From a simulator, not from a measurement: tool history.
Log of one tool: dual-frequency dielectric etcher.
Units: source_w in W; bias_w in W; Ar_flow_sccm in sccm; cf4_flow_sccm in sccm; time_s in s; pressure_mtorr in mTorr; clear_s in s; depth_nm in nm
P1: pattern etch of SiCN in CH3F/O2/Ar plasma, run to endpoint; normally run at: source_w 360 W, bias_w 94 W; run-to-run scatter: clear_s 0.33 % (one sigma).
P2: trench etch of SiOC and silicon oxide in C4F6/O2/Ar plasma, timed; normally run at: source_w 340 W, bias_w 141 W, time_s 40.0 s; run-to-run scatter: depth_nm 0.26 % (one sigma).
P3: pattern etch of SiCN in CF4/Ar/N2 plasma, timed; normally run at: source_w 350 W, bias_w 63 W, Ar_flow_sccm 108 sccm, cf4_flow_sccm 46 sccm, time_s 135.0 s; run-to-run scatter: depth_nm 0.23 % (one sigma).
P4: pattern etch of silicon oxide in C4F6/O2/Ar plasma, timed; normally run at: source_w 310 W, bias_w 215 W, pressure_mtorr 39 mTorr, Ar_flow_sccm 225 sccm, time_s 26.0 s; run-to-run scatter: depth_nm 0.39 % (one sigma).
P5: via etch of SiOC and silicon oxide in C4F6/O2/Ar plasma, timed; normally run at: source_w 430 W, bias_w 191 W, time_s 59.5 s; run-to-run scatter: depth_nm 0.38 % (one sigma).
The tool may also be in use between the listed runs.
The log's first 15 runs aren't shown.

| run | hour | process | source_w | bias_w | Ar_flow_sccm | cf4_flow_sccm | time_s | pressure_mtorr | clear_s | depth_nm |
|---|---|---|---|---|---|---|---|---|---|---|
| 16 | 208.9 | P1 | 270 | 62 |  |  |  |  | 23.211 |  |
| 17 | 218.8 | P3 | 350 | 63 | 147 | 46 | 135.0 |  |  | 78.816 |
| 18 | 235.3 | P4 | 310 | 215 | 225 |  | 34.5 | 39 |  | 104.770 |
| 19 | 251.4 | P4 | 310 | 130 | 225 |  | 26.0 | 39 |  | 66.960 |
| 20 | 268.1 | P3 | 350 | 63 | 108 | 60 | 135.0 |  |  | 86.835 |
| 21 | 282.4 | P4 | 310 | 215 | 225 |  | 26.0 | 51 |  | 76.688 |
| 22 | 292.9 | P2 | 340 | 108 |  |  | 40.0 |  |  | 63.770 |
| 23 | 302.7 | P1 | 270 | 94 |  |  |  |  | 19.886 |  |
| 24 | 316.3 | P3 | 350 | 63 | 108 | 46 | 200.5 |  |  | 122.770 |
| 25 | 330.2 | P1 | 490 | 94 |  |  |  |  | 16.023 |  |
| 26 | 341.9 | P2 | 340 | 141 |  |  | 40.0 |  |  | 68.976 |
| 27 | 350.3 | P3 | 350 | 90 | 108 | 46 | 135.0 |  |  | 95.538 |
| 28 | 362.4 | P5 | 430 | 249 |  |  | 59.5 |  |  | 77.416 |
| 29 | 370.8 | P5 | 430 | 191 |  |  | 59.5 |  |  | 71.012 |
| 30 | 381.7 | P5 | 430 | 191 |  |  | 40.5 |  |  | 48.022 |
| 31 | 397.1 | P1 | 360 | 94 |  |  |  |  | 17.906 |  |
| 32 | 414.1 | P1 | 360 | 94 |  |  |  |  | 18.075 |  |
| 33 | 432.1 | P1 | 360 | 94 |  |  |  |  | 18.114 |  |
| 34 | 443.2 | P1 | 360 | 94 |  |  |  |  | 18.071 |  |
| 35 | 460.2 | P1 | 360 | 94 |  |  |  |  | 18.239 |  |
|  | 466.7 | wet clean of the chamber |
| 36 | 469.0 | P1 | 360 | 94 |  |  |  |  | 18.123 |  |
| 37 | 485.6 | P1 | 360 | 94 |  |  |  |  | 18.148 |  |
| 38 | 499.4 | P1 | 360 | 94 |  |  |  |  | 18.051 |  |

The next listed run, before its measurement:
| 39 | 516.8 | P1 | 360 | 94 |  |  |  |  | ? |  |

{"run 39": {"clear_s": 18.185}}
